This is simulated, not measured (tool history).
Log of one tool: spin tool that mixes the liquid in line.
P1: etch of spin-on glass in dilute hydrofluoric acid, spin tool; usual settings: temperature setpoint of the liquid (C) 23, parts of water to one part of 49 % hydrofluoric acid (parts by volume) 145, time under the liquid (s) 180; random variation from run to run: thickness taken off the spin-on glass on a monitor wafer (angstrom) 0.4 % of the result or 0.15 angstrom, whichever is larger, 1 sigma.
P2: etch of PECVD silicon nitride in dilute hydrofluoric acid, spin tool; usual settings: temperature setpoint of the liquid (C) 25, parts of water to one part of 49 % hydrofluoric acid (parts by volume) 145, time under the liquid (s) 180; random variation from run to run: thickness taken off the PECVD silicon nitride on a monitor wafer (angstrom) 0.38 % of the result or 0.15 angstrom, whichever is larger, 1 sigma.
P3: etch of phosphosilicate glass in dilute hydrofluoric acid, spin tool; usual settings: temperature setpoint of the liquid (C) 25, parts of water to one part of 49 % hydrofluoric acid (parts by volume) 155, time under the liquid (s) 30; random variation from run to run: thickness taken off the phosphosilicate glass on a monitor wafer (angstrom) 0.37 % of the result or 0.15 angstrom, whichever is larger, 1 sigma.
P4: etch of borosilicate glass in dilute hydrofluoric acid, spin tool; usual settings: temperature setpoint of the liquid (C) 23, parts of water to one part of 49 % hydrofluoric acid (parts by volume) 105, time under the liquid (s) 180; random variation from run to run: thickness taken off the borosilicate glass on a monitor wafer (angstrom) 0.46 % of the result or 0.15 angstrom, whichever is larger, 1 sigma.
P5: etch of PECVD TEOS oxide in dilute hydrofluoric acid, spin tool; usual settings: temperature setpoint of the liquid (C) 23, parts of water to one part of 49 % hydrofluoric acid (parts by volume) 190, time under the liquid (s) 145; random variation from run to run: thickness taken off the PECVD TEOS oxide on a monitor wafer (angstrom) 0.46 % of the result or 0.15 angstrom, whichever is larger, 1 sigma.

run,hour,process that ran,temperature setpoint of the liquid (C),parts of water to one part of 49 % hydrofluoric acid (parts by volume),time under the liquid (s),thickness taken off the spin-on glass on a monitor wafer (angstrom),thickness taken off the PECVD TEOS oxide on a monitor wafer (angstrom),thickness taken off the PECVD silicon nitride on a monitor wafer (angstrom),thickness taken off the borosilicate glass on a monitor wafer (angstrom),thickness taken off the phosphosilicate glass on a monitor wafer (angstrom)
1,8.5,P1,23,145,180,301.09,,,,
2,16.6,P5,28,190,145,,74.521,,,
3,27.1,P2,25,145,315,,,90.07,,
4,37.8,P1,23,145,15,25.27,,,,
5,52.9,P1,19,145,45,65.188,,,,
6,61.3,P4,23,105,180,,,,347.69,
7,71.7,P1,23,145,180,302.6,,,,
8,79.6,P1,17,145,180,240.32,,,,
9,89.4,P2,25,145,180,,,51.643,,
10,102.9,P2,25,65,180,,,113.87,,
11,116.9,P1,23,145,180,303.44,,,,
12,126.5,P1,23,145,180,304.25,,,,
13,134.1,P4,23,170,180,,,,199.1,
14,142.3,P1,23,230,180,174.54,,,,
15,153.9,P5,23,90,145,,148.84,,,
16,162.5,P3,25,245,30,,,,,99.774
17,177.7,P1,27.5,145,60,119.99,,,,
18,188.2,P5,23,190,145,,62.326,,,
19,197.6,P4,17,105,180,,,,272.8,
20,205.6,P2,25,145,180,,,51.288,,
21,219.8,P5,23,190,260,,111.15,,,
22,229.1,P3,25,155,30,,,,,174.18
23,238,P4,23,105,180,,,,350.36,
24,248.1,P3,18.5,155,30,,,,,135.87
25,261.3,P3,25,155,30,,,,,174.06
26,276.4,P5,23,190,145,,63.125,,,
27,286.1,P2,17,145,180,,,30.135,,
28,298.3,P1,26.5,145,350,673.98,,,,
29,311.5,P4,23,105,295,,,,574.47,
30,319,P1,23,145,180,302.16,,,,
31,328.7,P1,29.5,145,180,386.88,,,,
32,344,P1,23,145,180,304.45,,,,
33,357.4,P1,23,145,180,303.22,,,,
34,366.1,P1,23,45,180,1104.7,,,,
35,377.9,P1,23,145,320,542.17,,,,
36,391.7,P3,25,155,55,,,,,320.62
37,405.6,P1,23,145,180,303.69,,,,
38,416.5,P1,23,145,180,310.16,,,,
39,425.6,P1,23,145,180,316.44,,,,
40,433,P1,23,145,180,315.65,,,,
41,441.8,P1,23,145,180,316.43,,,,
42,455.1,P1,23,145,180,318.69,,,,
43,467.3,P1,23,145,180,320.48,,,,
44,474,P1,23,145,180,323.77,,,,
45,485.4,P1,23,145,180,322.33,,,,
46,493.6,P1,23,145,180,321.01,,,,
47,505.4,P1,23,145,180,324.78,,,,
48,512.8,P1,23,145,180,324.02,,,,

What P1 gives has crept away from where it was. These 2 causes fit the log equally well, each at the size given:
A: hydrofluoric acid flow above the setpoint (%) = 5.44
B: liquid hotter than its thermometer reads (K) = 1.6
The creep began at about hour 405.6.

4 check runs are offered, one wafer each, their results left as question marks. Which one tells the causes apart?
check 1,520.2,P4,19.5,105,295,,,,?,
check 2,520.2,P5,26.5,190,245,,?,,,
check 3,520.2,P3,18.5,155,30,,,,,?
check 4,520.2,P2,25,70,180,,,?,,

What each check would give under each cause:
check,result,if A,if B
check 1,thickness taken off the borosilicate glass on a monitor wafer (angstrom),526.74,530.11
check 2,thickness taken off the PECVD TEOS oxide on a monitor wafer (angstrom),128.32,127.44
check 3,thickness taken off the phosphosilicate glass on a monitor wafer (angstrom),143.73,144.15
check 4,thickness taken off the PECVD silicon nitride on a monitor wafer (angstrom),111.42,117.51
How far apart the two closest causes lie, in the result that separates them most: check 1 0.64 %; check 2 0.69 %; check 3 0.29 %; check 4 5.32 %
Check 4 tells the causes apart: in the others they would give nearly the same result.

Then check 4 was run and gave: thickness taken off the PECVD silicon nitride on a monitor wafer (angstrom) 117.71. Which cause is it?

It is B: liquid hotter than its thermometer reads (K).

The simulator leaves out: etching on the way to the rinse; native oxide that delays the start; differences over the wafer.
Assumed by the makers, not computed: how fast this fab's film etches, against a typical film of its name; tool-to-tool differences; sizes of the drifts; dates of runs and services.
